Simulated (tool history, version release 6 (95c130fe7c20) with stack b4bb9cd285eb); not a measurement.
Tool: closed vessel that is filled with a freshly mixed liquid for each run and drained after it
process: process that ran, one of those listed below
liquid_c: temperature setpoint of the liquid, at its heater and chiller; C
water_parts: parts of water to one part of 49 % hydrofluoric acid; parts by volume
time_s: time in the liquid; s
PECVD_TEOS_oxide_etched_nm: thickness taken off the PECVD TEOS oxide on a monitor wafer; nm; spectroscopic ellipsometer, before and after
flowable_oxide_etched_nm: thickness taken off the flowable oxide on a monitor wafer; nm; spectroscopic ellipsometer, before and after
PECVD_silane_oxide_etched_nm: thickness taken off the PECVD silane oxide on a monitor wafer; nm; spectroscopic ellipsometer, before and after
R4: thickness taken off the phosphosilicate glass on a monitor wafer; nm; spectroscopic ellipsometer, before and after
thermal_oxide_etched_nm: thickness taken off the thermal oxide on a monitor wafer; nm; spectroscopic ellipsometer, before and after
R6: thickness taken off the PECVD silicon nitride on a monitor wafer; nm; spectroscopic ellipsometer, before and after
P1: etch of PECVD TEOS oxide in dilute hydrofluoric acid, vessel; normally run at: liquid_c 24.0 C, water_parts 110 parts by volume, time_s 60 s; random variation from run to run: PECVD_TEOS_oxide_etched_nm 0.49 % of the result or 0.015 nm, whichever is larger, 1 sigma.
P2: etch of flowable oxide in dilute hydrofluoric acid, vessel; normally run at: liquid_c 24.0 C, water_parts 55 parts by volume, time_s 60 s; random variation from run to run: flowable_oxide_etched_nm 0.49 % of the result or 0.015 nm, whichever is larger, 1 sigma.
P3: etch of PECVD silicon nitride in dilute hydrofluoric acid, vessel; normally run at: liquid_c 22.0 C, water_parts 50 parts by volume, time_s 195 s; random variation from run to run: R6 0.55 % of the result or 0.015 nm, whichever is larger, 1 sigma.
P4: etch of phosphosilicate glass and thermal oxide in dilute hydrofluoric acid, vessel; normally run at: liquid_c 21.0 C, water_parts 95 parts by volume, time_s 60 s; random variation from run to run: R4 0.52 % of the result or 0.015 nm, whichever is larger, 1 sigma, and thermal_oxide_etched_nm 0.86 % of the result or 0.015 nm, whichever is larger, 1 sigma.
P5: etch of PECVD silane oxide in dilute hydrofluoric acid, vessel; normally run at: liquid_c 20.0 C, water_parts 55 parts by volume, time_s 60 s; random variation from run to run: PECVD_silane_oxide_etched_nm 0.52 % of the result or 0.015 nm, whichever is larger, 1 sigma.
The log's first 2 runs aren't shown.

run 3 hour=26.1 | process=P5 liquid_c=20.0 water_parts=55 time_s=60 | PECVD_silane_oxide_etched_nm=26.605
run 4 hour=31.8 | process=P4 liquid_c=21.0 water_parts=95 time_s=60 | R4=65.551 thermal_oxide_etched_nm=2.5414
run 5 hour=43.0 | process=P2 liquid_c=24.0 water_parts=55 time_s=95 | flowable_oxide_etched_nm=60.866
run 6 hour=48.4 | process=P1 liquid_c=31.0 water_parts=160 time_s=60 | PECVD_TEOS_oxide_etched_nm=9.7760
run 7 hour=53.5 | process=P1 liquid_c=24.0 water_parts=110 time_s=60 | PECVD_TEOS_oxide_etched_nm=11.6060
run 8 hour=64.3 | process=P1 liquid_c=17.0 water_parts=110 time_s=60 | PECVD_TEOS_oxide_etched_nm=8.7097
run 9 hour=72.1 | process=P1 liquid_c=24.0 water_parts=180 time_s=105 | PECVD_TEOS_oxide_etched_nm=11.4230
run 10 hour=82.6 | process=P1 liquid_c=24.0 water_parts=65 time_s=60 | PECVD_TEOS_oxide_etched_nm=20.9910
run 11 hour=91.2 | process=P3 liquid_c=22.0 water_parts=50 time_s=355 | R6=16.8440
run 12 hour=98.4 | process=P1 liquid_c=31.5 water_parts=110 time_s=60 | PECVD_TEOS_oxide_etched_nm=15.2350
run 13 hour=109.4 | process=P1 liquid_c=27.5 water_parts=75 time_s=60 | PECVD_TEOS_oxide_etched_nm=20.4210
run 14 hour=115.1 | process=P3 liquid_c=17.5 water_parts=50 time_s=195 | R6=6.7907
run 15 hour=126.2 | process=P2 liquid_c=24.0 water_parts=55 time_s=60 | flowable_oxide_etched_nm=38.329
run 16 hour=136.8 | process=P4 liquid_c=21.0 water_parts=170 time_s=60 | R4=34.047 thermal_oxide_etched_nm=1.3357
run 17 hour=143.1 | process=P1 liquid_c=24.0 water_parts=110 time_s=110 | PECVD_TEOS_oxide_etched_nm=21.1290
run 18 hour=152.9 | process=P1 liquid_c=24.0 water_parts=110 time_s=60 | PECVD_TEOS_oxide_etched_nm=11.6080
run 19 hour=158.2 | process=P3 liquid_c=22.0 water_parts=50 time_s=195 | R6=9.3046
run 20 hour=167.0 | process=P5 liquid_c=20.0 water_parts=100 time_s=60 | PECVD_silane_oxide_etched_nm=14.064
run 21 hour=172.1 | process=P1 liquid_c=24.0 water_parts=110 time_s=60 | PECVD_TEOS_oxide_etched_nm=11.5370
run 22 hour=179.8 | process=P3 liquid_c=22.0 water_parts=90 time_s=195 | R6=5.2054
run 23 hour=187.8 | process=P5 liquid_c=17.0 water_parts=55 time_s=60 | PECVD_silane_oxide_etched_nm=23.700
run 24 hour=194.1 | process=P1 liquid_c=24.0 water_parts=110 time_s=60 | PECVD_TEOS_oxide_etched_nm=11.5850
run 25 hour=203.5 | process=P4 liquid_c=21.0 water_parts=95 time_s=30 | R4=32.978 thermal_oxide_etched_nm=1.2731
run 26 hour=212.2 | process=P1 liquid_c=24.0 water_parts=110 time_s=30 | PECVD_TEOS_oxide_etched_nm=5.8026
run 27 hour=220.6 | process=P1 liquid_c=24.0 water_parts=155 time_s=60 | PECVD_TEOS_oxide_etched_nm=7.9267

Run 28 comes next. What will it give?
run 28 hour=227.1 | process=P5 liquid_c=20.0 water_parts=55 time_s=30 | PECVD_silane_oxide_etched_nm=?

{"run 28": {"PECVD_silane_oxide_etched_nm": 13.397}}
